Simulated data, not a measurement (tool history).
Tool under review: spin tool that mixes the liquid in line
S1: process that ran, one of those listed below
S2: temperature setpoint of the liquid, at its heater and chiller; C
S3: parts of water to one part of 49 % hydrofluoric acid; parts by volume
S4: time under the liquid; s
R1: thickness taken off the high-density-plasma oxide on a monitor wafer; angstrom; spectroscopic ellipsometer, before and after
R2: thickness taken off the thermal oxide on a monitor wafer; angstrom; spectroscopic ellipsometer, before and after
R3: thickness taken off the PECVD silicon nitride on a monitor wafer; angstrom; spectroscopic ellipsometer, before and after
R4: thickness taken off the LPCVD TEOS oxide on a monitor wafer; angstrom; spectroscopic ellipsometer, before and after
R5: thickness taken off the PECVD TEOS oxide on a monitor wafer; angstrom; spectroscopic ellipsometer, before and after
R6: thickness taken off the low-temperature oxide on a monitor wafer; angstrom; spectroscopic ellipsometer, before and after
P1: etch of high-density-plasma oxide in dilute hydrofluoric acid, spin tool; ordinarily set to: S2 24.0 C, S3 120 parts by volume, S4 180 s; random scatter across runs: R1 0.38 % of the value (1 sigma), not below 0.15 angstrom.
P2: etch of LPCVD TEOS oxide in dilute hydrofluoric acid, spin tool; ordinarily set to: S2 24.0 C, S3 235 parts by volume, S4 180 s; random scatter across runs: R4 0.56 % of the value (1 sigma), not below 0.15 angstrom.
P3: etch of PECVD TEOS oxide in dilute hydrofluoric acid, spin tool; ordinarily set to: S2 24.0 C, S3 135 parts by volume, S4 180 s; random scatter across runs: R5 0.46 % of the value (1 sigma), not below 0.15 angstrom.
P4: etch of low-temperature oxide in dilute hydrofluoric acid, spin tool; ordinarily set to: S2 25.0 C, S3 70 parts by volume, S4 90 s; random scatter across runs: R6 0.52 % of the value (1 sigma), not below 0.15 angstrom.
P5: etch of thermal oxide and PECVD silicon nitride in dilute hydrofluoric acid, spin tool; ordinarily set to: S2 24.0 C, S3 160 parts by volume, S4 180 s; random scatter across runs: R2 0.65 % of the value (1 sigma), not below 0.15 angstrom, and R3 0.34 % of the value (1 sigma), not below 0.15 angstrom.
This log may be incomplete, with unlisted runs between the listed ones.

{"run": 1, "day": 0.258, "S1": "P1", "S2": 24.0, "S3": 120, "S4": 180, "R1": 73.787}
{"run": 2, "day": 0.617, "S1": "P5", "S2": 24.0, "S3": 160, "S4": 100, "R2": 26.897, "R3": 34.88}
{"run": 3, "day": 0.975, "S1": "P2", "S2": 24.0, "S3": 380, "S4": 180, "R4": 174.08}
{"run": 4, "day": 1.208, "S1": "P1", "S2": 20.5, "S3": 120, "S4": 180, "R1": 64.294}
{"run": 5, "day": 1.45, "S1": "P1", "S2": 24.0, "S3": 120, "S4": 180, "R1": 73.684}
{"run": 6, "day": 1.775, "S1": "P5", "S2": 24.0, "S3": 160, "S4": 180, "R2": 48.397, "R3": 62.944}
{"run": 7, "day": 2.058, "S1": "P2", "S2": 24.0, "S3": 235, "S4": 180, "R4": 326.14}
{"run": 8, "day": 2.304, "S1": "P3", "S2": 24.0, "S3": 135, "S4": 90, "R5": 81.151}
{"run": 9, "day": 2.533, "S1": "P5", "S2": 19.5, "S3": 160, "S4": 180, "R2": 40.441, "R3": 46.768}
{"run": 10, "day": 2.833, "S1": "P1", "S2": 29.0, "S3": 120, "S4": 180, "R1": 89.098}
{"run": 11, "day": 3.138, "S1": "P1", "S2": 24.0, "S3": 120, "S4": 180, "R1": 73.909}
{"run": 12, "day": 3.396, "S1": "P1", "S2": 30.0, "S3": 30, "S4": 180, "R1": 424.92}
{"run": 13, "day": 3.746, "S1": "P1", "S2": 24.0, "S3": 120, "S4": 40, "R1": 16.036}
{"run": 14, "day": 4.121, "S1": "P2", "S2": 19.5, "S3": 235, "S4": 180, "R4": 274.04}
{"run": 15, "day": 4.433, "S1": "P1", "S2": 24.0, "S3": 120, "S4": 180, "R1": 74.168}
{"run": 16, "day": 4.738, "S1": "P2", "S2": 24.0, "S3": 235, "S4": 285, "R4": 514.66}
{"run": 17, "day": 5.092, "S1": "P4", "S2": 31.5, "S3": 70, "S4": 90, "R6": 381.44}
{"run": 18, "day": 5.258, "S1": "P1", "S2": 31.5, "S3": 120, "S4": 15, "R1": 7.9684}
{"run": 19, "day": 5.579, "S1": "P1", "S2": 17.5, "S3": 60, "S4": 180, "R1": 121.14}
{"run": 20, "day": 5.871, "S1": "P3", "S2": 24.0, "S3": 220, "S4": 180, "R5": 91.351}
{"run": 21, "day": 6.133, "S1": "P1", "S2": 24.0, "S3": 120, "S4": 180, "R1": 74.685}
{"run": 22, "day": 6.333, "S1": "P4", "S2": 25.0, "S3": 20, "S4": 90, "R6": 1122.2}
{"run": 23, "day": 6.508, "S1": "P4", "S2": 25.0, "S3": 70, "S4": 20, "R6": 65.645}
{"run": 24, "day": 6.754, "S1": "P1", "S2": 24.0, "S3": 120, "S4": 360, "R1": 148.79}
{"run": 25, "day": 6.929, "S1": "P5", "S2": 24.0, "S3": 160, "S4": 180, "R2": 48.965, "R3": 62.908}
{"run": 26, "day": 7.246, "S1": "P1", "S2": 24.0, "S3": 195, "S4": 180, "R1": 41.684}
{"run": 27, "day": 7.521, "S1": "P3", "S2": 20.0, "S3": 135, "S4": 180, "R5": 139.32}
{"run": 28, "day": 7.704, "S1": "P1", "S2": 24.0, "S3": 35, "S4": 180, "R1": 281.04}
{"run": 29, "day": 8.038, "S1": "P4", "S2": 25.0, "S3": 70, "S4": 90, "R6": 294.13}
{"run": 30, "day": 8.342, "S1": "P5", "S2": 24.0, "S3": 230, "S4": 180, "R2": 31.174, "R3": 44.164}
{"run": 31, "day": 8.538, "S1": "P3", "S2": 24.0, "S3": 135, "S4": 180, "R5": 161.83}
{"run": 32, "day": 8.788, "S1": "P1", "S2": 24.0, "S3": 120, "S4": 180, "R1": 74.023}
{"run": 33, "day": 9.092, "S1": "P1", "S2": 24.0, "S3": 120, "S4": 180, "R1": 71.942}
{"run": 34, "day": 9.396, "S1": "P1", "S2": 24.0, "S3": 120, "S4": 180, "R1": 70.84}
{"run": 35, "day": 9.579, "S1": "P1", "S2": 24.0, "S3": 120, "S4": 180, "R1": 69.945}
{"run": 36, "day": 9.767, "S1": "P1", "S2": 24.0, "S3": 120, "S4": 180, "R1": 69.798}
{"run": 37, "day": 10.121, "S1": "P1", "S2": 24.0, "S3": 120, "S4": 180, "R1": 69.478}
{"run": 38, "day": 10.296, "S1": "P1", "S2": 24.0, "S3": 120, "S4": 180, "R1": 69.066}
{"run": 39, "day": 10.596, "S1": "P1", "S2": 24.0, "S3": 120, "S4": 180, "R1": 68.816}
{"run": 40, "day": 10.804, "S1": "P1", "S2": 24.0, "S3": 120, "S4": 180, "R1": 68.722}
{"run": 41, "day": 11.054, "S1": "P1", "S2": 24.0, "S3": 120, "S4": 180, "R1": 68.444}
{"run": 42, "day": 11.275, "S1": "P1", "S2": 24.0, "S3": 120, "S4": 180, "R1": 68.446}
{"run": 43, "day": 11.542, "S1": "P1", "S2": 24.0, "S3": 120, "S4": 180, "R1": 68.483}

P1 has crept away from where it was. The log is fitted equally well by each of these 2 causes, at the sizes shown:
A: hydrofluoric acid flow below the setpoint (%) = 6.41
B: liquid colder than its thermometer reads (K) = 1.94
At approximately day 8.788, the process output began to creep.

4 check runs are offered, one wafer each, their results left as question marks. Which one tells the causes apart?
{"run": "check 1", "day": 11.808, "S1": "P3", "S2": 24.0, "S3": 135, "S4": 180, "R5": "?"}
{"run": "check 2", "day": 11.808, "S1": "P4", "S2": 25.0, "S3": 70, "S4": 90, "R6": "?"}
{"run": "check 3", "day": 11.808, "S1": "P2", "S2": 24.0, "S3": 235, "S4": 180, "R4": "?"}
{"run": "check 4", "day": 11.808, "S1": "P5", "S2": 24.0, "S3": 160, "S4": 180, "R2": "?", "R3": "?"}

How each check would come out, cause by cause:
check=check_1 result=R5 if_A=150.540 if_B=150.740
check=check_2 result=R6 if_A=275.750 if_B=274.070
check=check_3 result=R4 if_A=298.61 if_B=302.19
check=check_4 result=R2 if_A=44.696 if_B=44.881
check=check_4 result=R3 if_A=58.914 if_B=55.475
Distance between the nearest two causes, measured in the result of the check that separates them most: check 1 0.13 %; check 2 0.61 %; check 3 1.19 %; check 4 6.01 %
Of the check runs offered, only check 4 discriminates between the causes; the rest would read about the same regardless of which cause applies.

Then check 4 was run and gave: R2 44.908 angstrom; R3 55.308 angstrom. Which cause is it?

Of the candidate causes, it is B: liquid colder than its thermometer reads (K).
